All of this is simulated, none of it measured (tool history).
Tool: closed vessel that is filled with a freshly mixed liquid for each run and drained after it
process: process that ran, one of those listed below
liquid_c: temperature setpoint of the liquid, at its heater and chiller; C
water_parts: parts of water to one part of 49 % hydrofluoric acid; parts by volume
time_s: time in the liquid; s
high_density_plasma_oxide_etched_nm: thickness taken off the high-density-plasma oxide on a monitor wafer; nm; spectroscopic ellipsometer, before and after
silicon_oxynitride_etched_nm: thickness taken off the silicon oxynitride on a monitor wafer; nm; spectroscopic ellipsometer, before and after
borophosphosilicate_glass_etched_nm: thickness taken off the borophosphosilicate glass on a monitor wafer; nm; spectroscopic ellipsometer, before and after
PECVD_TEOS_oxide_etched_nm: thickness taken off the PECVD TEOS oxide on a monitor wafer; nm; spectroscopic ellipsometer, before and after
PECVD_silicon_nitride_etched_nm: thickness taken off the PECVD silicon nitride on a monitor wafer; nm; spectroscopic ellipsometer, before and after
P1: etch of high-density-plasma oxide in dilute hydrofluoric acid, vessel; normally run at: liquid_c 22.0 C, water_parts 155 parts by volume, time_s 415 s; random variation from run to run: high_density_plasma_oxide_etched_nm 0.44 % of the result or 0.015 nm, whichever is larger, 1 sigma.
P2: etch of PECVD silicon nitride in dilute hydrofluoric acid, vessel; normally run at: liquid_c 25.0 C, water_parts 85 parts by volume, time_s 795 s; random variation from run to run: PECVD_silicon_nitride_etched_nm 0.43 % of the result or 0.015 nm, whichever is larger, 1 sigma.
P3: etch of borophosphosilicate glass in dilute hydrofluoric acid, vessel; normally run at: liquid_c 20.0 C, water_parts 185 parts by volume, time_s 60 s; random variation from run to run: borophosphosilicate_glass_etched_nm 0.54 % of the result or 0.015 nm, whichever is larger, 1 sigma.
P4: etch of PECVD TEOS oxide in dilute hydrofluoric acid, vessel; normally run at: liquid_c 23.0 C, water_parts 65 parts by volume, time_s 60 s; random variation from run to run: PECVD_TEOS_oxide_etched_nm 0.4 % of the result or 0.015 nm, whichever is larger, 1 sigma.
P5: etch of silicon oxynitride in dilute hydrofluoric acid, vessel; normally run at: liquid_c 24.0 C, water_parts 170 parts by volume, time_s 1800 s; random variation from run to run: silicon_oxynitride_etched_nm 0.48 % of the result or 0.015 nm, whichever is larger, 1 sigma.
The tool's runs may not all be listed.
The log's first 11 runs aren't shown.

run	hour	process	liquid_c	water_parts	time_s	hours since the thermometer was replaced	hours since the hydrofluoric acid flow meter was replaced	high_density_plasma_oxide_etched_nm	silicon_oxynitride_etched_nm	borophosphosilicate_glass_etched_nm	PECVD_TEOS_oxide_etched_nm	PECVD_silicon_nitride_etched_nm
12	42.3	P1	22.0	155	415	469.2	677.1	16.1000				
13	46.1	P1	22.0	155	640	473.0	680.9	24.8930				
14	48.4	P1	27.5	155	750	475.3	683.2	35.7870				
15	53.3	P1	17.0	155	415	480.2	688.1	13.1770				
16	58.1	P2	25.0	85	795	485.0	692.9					38.6240
17	62.0	P5	24.0	30	1800	488.9	696.8		93.461			
18	65.6	P5	31.5	170	1800	492.5	700.4		20.371			
19	69.7	P1	22.0	95	415	496.6	704.5	28.1920				
20	74.1	P1	22.0	155	415	501.0	708.9	16.1410				
21	77.5	P1	22.0	155	415	504.4	712.3	16.1140				

Run 22 comes next. What will it give?
22	80.4	P1	22.0	155	75	507.3	715.2	?				

{"run 22": {"high_density_plasma_oxide_etched_nm": 2.9284}}

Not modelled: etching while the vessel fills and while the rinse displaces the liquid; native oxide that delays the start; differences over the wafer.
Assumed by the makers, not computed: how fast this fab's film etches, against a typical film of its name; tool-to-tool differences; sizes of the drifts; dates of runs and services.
